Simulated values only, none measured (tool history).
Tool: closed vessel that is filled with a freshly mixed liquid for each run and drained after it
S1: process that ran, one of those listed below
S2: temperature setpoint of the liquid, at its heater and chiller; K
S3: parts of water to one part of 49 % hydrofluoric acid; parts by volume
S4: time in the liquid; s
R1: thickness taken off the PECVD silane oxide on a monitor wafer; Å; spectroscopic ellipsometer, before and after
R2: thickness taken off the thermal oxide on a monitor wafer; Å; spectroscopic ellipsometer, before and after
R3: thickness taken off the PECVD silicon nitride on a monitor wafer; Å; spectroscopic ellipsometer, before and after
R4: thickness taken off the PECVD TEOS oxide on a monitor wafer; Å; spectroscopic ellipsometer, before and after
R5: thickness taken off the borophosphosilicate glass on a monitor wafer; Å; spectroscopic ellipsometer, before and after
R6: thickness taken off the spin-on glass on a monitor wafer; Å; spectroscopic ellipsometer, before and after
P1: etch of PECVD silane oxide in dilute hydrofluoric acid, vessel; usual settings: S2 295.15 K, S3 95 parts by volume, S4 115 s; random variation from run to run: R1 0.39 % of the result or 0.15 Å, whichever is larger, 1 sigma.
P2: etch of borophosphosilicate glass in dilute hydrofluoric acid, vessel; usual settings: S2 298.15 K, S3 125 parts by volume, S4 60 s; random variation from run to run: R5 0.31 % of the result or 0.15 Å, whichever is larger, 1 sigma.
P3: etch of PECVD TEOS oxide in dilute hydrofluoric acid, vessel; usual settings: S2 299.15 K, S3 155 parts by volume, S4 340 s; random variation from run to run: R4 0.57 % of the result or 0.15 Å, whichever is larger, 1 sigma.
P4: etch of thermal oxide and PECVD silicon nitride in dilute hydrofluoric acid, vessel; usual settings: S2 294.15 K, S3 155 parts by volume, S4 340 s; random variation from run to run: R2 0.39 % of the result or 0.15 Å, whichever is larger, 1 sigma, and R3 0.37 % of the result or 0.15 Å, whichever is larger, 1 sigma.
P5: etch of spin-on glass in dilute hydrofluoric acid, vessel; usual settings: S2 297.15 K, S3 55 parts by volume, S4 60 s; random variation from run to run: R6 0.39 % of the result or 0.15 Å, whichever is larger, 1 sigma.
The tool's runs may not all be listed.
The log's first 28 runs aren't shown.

run	hour	S1	S2	S3	S4	R1	R2	R3	R4	R5	R6
29	312.8	P3	299.15	155	340				263.95		
30	322.2	P1	290.15	95	115	467.39					
31	333.0	P1	290.15	145	115	291.48					
32	345.2	P3	306.65	155	340				343.00		
33	352.4	P1	295.15	95	115	576.12					
34	366.3	P1	295.15	95	115	577.71					
35	377.2	P1	295.15	95	115	602.23					
36	384.7	P1	295.15	95	115	608.40					
37	391.8	P1	295.15	95	115	621.11					
38	405.0	P1	295.15	95	115	620.74					
39	417.3	P1	295.15	95	115	622.59					

The next listed run, before its measurement:
40	427.2	P1	295.15	95	115	?					

Run 40 gave R1 623.79 Å.

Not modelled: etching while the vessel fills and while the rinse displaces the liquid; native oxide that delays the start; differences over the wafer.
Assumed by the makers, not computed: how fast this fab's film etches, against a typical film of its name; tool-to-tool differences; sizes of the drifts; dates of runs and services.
